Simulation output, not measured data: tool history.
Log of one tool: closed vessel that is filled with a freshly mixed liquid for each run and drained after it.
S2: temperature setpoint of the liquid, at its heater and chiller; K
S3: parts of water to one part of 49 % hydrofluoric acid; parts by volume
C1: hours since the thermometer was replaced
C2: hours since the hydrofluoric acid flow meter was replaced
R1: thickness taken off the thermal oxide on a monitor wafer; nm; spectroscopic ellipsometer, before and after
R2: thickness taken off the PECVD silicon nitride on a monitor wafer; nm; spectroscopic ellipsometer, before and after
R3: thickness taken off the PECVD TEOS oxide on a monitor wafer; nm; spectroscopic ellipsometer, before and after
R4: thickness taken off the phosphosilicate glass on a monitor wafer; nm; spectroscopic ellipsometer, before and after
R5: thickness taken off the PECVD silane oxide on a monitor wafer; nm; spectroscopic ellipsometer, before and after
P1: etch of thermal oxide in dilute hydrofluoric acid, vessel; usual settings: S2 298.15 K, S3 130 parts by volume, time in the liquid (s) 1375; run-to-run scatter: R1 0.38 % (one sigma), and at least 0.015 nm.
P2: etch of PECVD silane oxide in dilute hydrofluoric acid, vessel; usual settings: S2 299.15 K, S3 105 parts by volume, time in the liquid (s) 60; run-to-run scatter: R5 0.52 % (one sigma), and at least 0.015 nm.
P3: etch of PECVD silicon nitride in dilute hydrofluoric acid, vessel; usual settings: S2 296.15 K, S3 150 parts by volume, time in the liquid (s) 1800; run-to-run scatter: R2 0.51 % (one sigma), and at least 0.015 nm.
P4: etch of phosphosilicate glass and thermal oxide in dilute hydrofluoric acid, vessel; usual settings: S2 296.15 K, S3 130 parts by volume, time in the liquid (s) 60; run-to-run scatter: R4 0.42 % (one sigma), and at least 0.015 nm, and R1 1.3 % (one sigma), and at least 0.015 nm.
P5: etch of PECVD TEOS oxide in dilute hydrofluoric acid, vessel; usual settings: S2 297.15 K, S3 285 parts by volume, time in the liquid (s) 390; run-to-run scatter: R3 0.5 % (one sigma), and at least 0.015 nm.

run 1 day=0.233 | process_that_ran=P1 S2=298.15 S3=130 time_in_the_liquid_(s)=1375 | C1=1172.9 C2=281.8 | R1=54.2690
run 2 day=0.567 | process_that_ran=P3 S2=296.15 S3=150 time_in_the_liquid_(s)=940 | C1=1180.9 C2=289.8 | R2=11.566
run 3 day=0.804 | process_that_ran=P5 S2=297.15 S3=145 time_in_the_liquid_(s)=390 | C1=1186.6 C2=295.5 | R3=42.389
run 4 day=1.038 | process_that_ran=P4 S2=296.15 S3=130 time_in_the_liquid_(s)=60 | C1=1192.2 C2=301.1 | R1=1.9770 R4=87.001
run 5 day=1.312 | process_that_ran=P1 S2=303.65 S3=130 time_in_the_liquid_(s)=1375 | C1=1198.8 C2=307.7 | R1=66.7970
run 6 day=1.621 | process_that_ran=P1 S2=293.65 S3=130 time_in_the_liquid_(s)=1375 | C1=1206.2 C2=315.1 | R1=45.5200
run 7 day=1.775 | process_that_ran=P1 S2=298.15 S3=80 time_in_the_liquid_(s)=1375 | C1=1209.9 C2=318.8 | R1=93.8790
run 8 day=2.038 | process_that_ran=P2 S2=299.15 S3=30 time_in_the_liquid_(s)=60 | C1=1216.2 C2=325.1 | R5=70.141
run 9 day=2.217 | process_that_ran=P3 S2=291.15 S3=150 time_in_the_liquid_(s)=1800 | C1=1220.5 C2=329.4 | R2=16.014
run 10 day=2.462 | process_that_ran=P3 S2=296.15 S3=150 time_in_the_liquid_(s)=1800 | C1=1226.4 C2=335.3 | R2=22.175
run 11 day=2.625 | process_that_ran=P5 S2=290.15 S3=285 time_in_the_liquid_(s)=390 | C1=1230.3 C2=339.2 | R3=14.243
run 12 day=2.817 | process_that_ran=P2 S2=299.15 S3=105 time_in_the_liquid_(s)=100 | C1=1234.9 C2=343.8 | R5=30.316
run 13 day=2.975 | process_that_ran=P2 S2=299.15 S3=105 time_in_the_liquid_(s)=60 | C1=1238.7 C2=347.6 | R5=18.096
run 14 day=3.158 | process_that_ran=P3 S2=296.15 S3=150 time_in_the_liquid_(s)=1800 | C1=1243.1 C2=352.0 | R2=22.423
run 15 day=3.496 | process_that_ran=P1 S2=298.15 S3=130 time_in_the_liquid_(s)=1375 | C1=1251.2 C2=360.1 | R1=54.0120
run 16 day=3.729 | process_that_ran=P1 S2=294.15 S3=60 time_in_the_liquid_(s)=1375 | C1=1256.8 C2=365.7 | R1=108.5800
run 17 day=3.929 | process_that_ran=P4 S2=296.15 S3=130 time_in_the_liquid_(s)=30 | C1=1261.6 C2=370.5 | R1=0.9319 R4=43.050
run 18 day=4.117 | process_that_ran=P1 S2=298.15 S3=220 time_in_the_liquid_(s)=1375 | C1=1266.1 C2=375.0 | R1=28.9390
run 19 day=4.396 | process_that_ran=P3 S2=296.15 S3=270 time_in_the_liquid_(s)=1800 | C1=1272.8 C2=381.7 | R2=12.406
run 20 day=4.612 | process_that_ran=P2 S2=291.65 S3=105 time_in_the_liquid_(s)=60 | C1=1278.0 C2=386.9 | R5=13.557
run 21 day=4.925 | process_that_ran=P2 S2=299.15 S3=105 time_in_the_liquid_(s)=60 | C1=1285.5 C2=394.4 | R5=18.388
run 22 day=5.138 | process_that_ran=P5 S2=297.15 S3=285 time_in_the_liquid_(s)=390 | C1=1290.6 C2=399.5 | R3=18.358

Forecast run 23:
run 23 day=5.425 | process_that_ran=P1 S2=298.15 S3=130 time_in_the_liquid_(s)=1375 | C1=1297.5 C2=406.4 | R1=?

Run 23 gave R1 54.3150 nm.
